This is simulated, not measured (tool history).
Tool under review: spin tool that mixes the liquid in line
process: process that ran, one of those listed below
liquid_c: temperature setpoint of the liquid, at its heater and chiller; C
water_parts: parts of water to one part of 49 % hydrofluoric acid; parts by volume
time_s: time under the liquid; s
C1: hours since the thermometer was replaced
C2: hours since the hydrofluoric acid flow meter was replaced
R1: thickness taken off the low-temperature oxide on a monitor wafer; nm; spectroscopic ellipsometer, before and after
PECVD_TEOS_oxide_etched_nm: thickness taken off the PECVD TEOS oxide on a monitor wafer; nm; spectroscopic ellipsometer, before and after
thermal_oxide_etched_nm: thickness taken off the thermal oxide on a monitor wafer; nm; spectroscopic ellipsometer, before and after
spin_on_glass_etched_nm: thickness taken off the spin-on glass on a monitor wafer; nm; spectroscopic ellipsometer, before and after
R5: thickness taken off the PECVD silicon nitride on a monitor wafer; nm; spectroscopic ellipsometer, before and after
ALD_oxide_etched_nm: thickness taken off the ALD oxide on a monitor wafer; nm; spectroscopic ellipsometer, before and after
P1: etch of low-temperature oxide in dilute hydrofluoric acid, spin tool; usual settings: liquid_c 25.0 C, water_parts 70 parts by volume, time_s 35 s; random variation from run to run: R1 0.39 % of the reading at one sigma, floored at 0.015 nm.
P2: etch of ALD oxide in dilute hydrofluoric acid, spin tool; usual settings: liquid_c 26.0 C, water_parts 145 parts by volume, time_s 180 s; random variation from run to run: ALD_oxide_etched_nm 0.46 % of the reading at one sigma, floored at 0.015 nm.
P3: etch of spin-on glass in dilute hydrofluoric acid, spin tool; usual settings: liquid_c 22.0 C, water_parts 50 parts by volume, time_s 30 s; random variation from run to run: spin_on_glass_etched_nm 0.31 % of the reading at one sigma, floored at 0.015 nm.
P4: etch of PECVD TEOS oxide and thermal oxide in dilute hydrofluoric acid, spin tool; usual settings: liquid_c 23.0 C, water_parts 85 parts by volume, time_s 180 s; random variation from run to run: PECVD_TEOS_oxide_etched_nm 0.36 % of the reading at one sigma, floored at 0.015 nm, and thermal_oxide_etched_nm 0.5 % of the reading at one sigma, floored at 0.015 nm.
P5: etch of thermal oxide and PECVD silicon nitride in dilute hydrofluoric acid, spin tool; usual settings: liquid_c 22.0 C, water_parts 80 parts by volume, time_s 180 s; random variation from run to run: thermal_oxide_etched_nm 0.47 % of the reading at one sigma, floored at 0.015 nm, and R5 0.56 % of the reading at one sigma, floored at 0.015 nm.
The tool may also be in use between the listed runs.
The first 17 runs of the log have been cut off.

run 18 hour=113.5 | process=P1 liquid_c=25.0 water_parts=110 time_s=15 | C1=1716.0 C2=1726.1 | R1=4.4717
run 19 hour=121.1 | process=P2 liquid_c=26.0 water_parts=145 time_s=180 | C1=1723.6 C2=1733.7 | ALD_oxide_etched_nm=12.1850
run 20 hour=125.5 | process=P1 liquid_c=25.0 water_parts=70 time_s=35 | C1=1728.0 C2=1738.1 | R1=17.2940
run 21 hour=134.6 | process=P3 liquid_c=22.0 water_parts=80 time_s=30 | C1=1737.1 C2=1747.2 | spin_on_glass_etched_nm=11.6940
run 22 hour=140.1 | process=P4 liquid_c=23.0 water_parts=85 time_s=45 | C1=1742.6 C2=1752.7 | PECVD_TEOS_oxide_etched_nm=4.3111 thermal_oxide_etched_nm=2.5879
run 23 hour=145.7 | process=P5 liquid_c=27.0 water_parts=80 time_s=180 | C1=1748.2 C2=1758.3 | thermal_oxide_etched_nm=12.7630 R5=9.4008
run 24 hour=152.9 | process=P3 liquid_c=29.5 water_parts=50 time_s=30 | C1=1755.4 C2=1765.5 | spin_on_glass_etched_nm=26.2700
run 25 hour=159.7 | process=P1 liquid_c=19.5 water_parts=40 time_s=35 | C1=1762.2 C2=1772.3 | R1=24.7860
run 26 hour=164.2 | process=P2 liquid_c=18.0 water_parts=145 time_s=180 | C1=1766.7 C2=1776.8 | ALD_oxide_etched_nm=8.8869
run 27 hour=172.1 | process=P1 liquid_c=25.0 water_parts=70 time_s=35 | C1=1774.6 C2=1784.7 | R1=17.1880
run 28 hour=176.4 | process=P1 liquid_c=25.0 water_parts=20 time_s=35 | C1=1778.9 C2=1789.0 | R1=64.7760
run 29 hour=182.1 | process=P4 liquid_c=23.0 water_parts=85 time_s=180 | C1=1784.6 C2=1794.7 | PECVD_TEOS_oxide_etched_nm=17.2260 thermal_oxide_etched_nm=10.4910
run 30 hour=190.0 | process=P1 liquid_c=29.5 water_parts=70 time_s=35 | C1=1792.5 C2=1802.6 | R1=20.5700
run 31 hour=199.2 | process=P1 liquid_c=25.0 water_parts=125 time_s=35 | C1=1801.7 C2=1811.8 | R1=9.0700
run 32 hour=207.5 | process=P1 liquid_c=21.0 water_parts=70 time_s=35 | C1=1810.0 C2=1820.1 | R1=14.7670
run 33 hour=213.4 | process=P1 liquid_c=25.0 water_parts=70 time_s=35 | C1=1815.9 C2=1826.0 | R1=17.3100
run 34 hour=222.0 | process=P1 liquid_c=25.0 water_parts=70 time_s=35 | C1=1824.5 C2=1834.6 | R1=17.9740
run 35 hour=226.3 | process=P1 liquid_c=25.0 water_parts=70 time_s=35 | C1=1828.8 C2=1838.9 | R1=18.3460

For run 36, what comes out?
run 36 hour=231.7 | process=P1 liquid_c=25.0 water_parts=70 time_s=35 | C1=1834.2 C2=1844.3 | R1=?

R1: 18.6400 nm

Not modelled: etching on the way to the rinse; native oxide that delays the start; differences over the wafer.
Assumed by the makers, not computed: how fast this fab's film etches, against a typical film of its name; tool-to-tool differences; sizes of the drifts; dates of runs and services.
